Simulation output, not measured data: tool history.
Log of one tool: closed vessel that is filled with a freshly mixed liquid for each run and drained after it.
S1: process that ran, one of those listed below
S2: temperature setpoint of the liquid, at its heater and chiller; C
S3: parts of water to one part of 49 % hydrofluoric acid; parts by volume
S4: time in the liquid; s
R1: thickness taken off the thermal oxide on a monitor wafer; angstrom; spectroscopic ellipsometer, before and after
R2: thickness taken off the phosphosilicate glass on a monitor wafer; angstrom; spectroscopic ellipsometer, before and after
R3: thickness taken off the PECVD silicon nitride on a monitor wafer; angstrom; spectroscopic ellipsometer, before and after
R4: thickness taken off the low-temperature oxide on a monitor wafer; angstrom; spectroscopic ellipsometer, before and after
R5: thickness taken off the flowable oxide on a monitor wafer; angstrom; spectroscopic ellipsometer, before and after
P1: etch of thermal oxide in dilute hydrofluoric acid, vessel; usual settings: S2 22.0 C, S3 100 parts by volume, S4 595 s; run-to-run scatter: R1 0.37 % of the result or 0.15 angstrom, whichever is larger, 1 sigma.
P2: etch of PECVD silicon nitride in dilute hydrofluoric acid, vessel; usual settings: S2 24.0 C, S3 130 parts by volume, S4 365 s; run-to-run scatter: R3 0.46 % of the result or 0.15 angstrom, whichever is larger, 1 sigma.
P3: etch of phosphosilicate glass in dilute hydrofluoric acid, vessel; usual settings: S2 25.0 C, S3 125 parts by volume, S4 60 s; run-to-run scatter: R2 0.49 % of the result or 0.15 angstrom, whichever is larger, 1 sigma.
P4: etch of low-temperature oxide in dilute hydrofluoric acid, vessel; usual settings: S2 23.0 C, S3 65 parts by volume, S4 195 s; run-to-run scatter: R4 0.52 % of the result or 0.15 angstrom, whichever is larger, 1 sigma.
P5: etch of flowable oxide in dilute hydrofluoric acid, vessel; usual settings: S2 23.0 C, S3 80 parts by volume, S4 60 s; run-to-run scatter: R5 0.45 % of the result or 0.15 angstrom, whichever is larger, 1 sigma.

run   hour  S1    S2   S3    S4      R1      R2       R3        R4      R5
  1    9.5  P1  22.0  100   595  239.62
  2   19.7  P3  25.0  125    60          412.78
  3   25.9  P2  24.0  130   650                  199.150
  4   36.4  P4  23.0   65   195                            598.440
  5   45.1  P4  23.0   40   195                           1017.300
  6   52.1  P1  22.0  100  1050  422.54
  7   59.4  P4  23.0   65   195                            604.440
  8   66.8  P3  25.0  125    60          412.63
  9   72.7  P5  23.0   80    60                                     212.57
 10   79.5  P2  24.0  130   365                  111.980
 11   84.7  P2  24.0  130   365                  111.590
 12   91.5  P2  17.0  130   365                   70.372
      92.9  -- thermometer replaced
 13  100.2  P1  22.0  180   595  122.44
 14  105.1  P3  25.0  125    30          206.86
 15  114.2  P1  25.5   45   595  657.92
 16  121.1  P1  22.0   35   595  742.95
 17  126.6  P4  23.0   65    30                             92.682
 18  133.0  P1  17.0  155   595  119.15
 19  138.4  P1  22.0  100   595  240.78
 20  147.0  P3  20.5  125    60          343.08
 21  156.6  P4  27.5   65   195                            720.710
 22  162.8  P5  23.0   80   100                                     352.12
 23  171.9  P1  22.0  100   595  241.05
 24  179.3  P1  27.5  100   595  296.62
 25  185.0  P2  24.0  220   365                   65.967
 26  189.9  P5  23.0  140    60                                     113.15
 27  196.4  P1  22.0  100   595  240.31
 28  201.3  P1  22.0  100   320  129.03
 29  210.2  P3  25.0   65    60          854.57
 30  220.8  P5  18.5   80    60                                     174.02
 31  230.2  P1  17.0  100   595  195.57
 32  238.2  P1  22.0  100   595  239.76
 33  243.6  P1  22.0  100   595  236.61
 34  252.2  P1  22.0  100   595  230.05
 35  258.0  P1  22.0  100   595  227.92
 36  265.5  P1  22.0  100   595  225.83
 37  273.0  P1  22.0  100   595  222.71
 38  280.4  P1  22.0  100   595  223.43
 39  289.7  P1  22.0  100   595  221.45
 40  298.4  P1  22.0  100   595  221.57
 41  306.3  P1  22.0  100   595  222.19
 42  314.7  P1  22.0  100   595  220.37

What P1 gives has crept away from where it was. These 2 causes fit the log equally well, each at the size given:
A: hydrofluoric acid flow below the setpoint (%) = 6.83
B: liquid colder than its thermometer reads (K) = 1.95
The creep began at about hour 238.2.

4 check runs are offered, one wafer each, their results left as question marks. Which one tells the causes apart?
check 1  323.1  P2  24.0  130  365           ?
check 2  323.1  P4  23.0   65  195               ?
check 3  323.1  P5  23.0   80   60                   ?
check 4  323.1  P3  25.0  125   60       ?

What each check would give under each cause:
  check  result     if A     if B
check 1      R3  104.340   98.464
check 2      R4  557.200  555.010
check 3      R5   195.49   195.13
check 4      R2   378.50   380.74
How far apart the two closest causes lie, in the result that separates them most: check 1 5.8 %; check 2 0.39 %; check 3 0.18 %; check 4 0.59 %
Only check 1 tells the causes apart: in the others they would give nearly the same result.

Check 1 was then run and gave: R3 104.790 angstrom. Which cause is it?

It is A: hydrofluoric acid flow below the setpoint (%).

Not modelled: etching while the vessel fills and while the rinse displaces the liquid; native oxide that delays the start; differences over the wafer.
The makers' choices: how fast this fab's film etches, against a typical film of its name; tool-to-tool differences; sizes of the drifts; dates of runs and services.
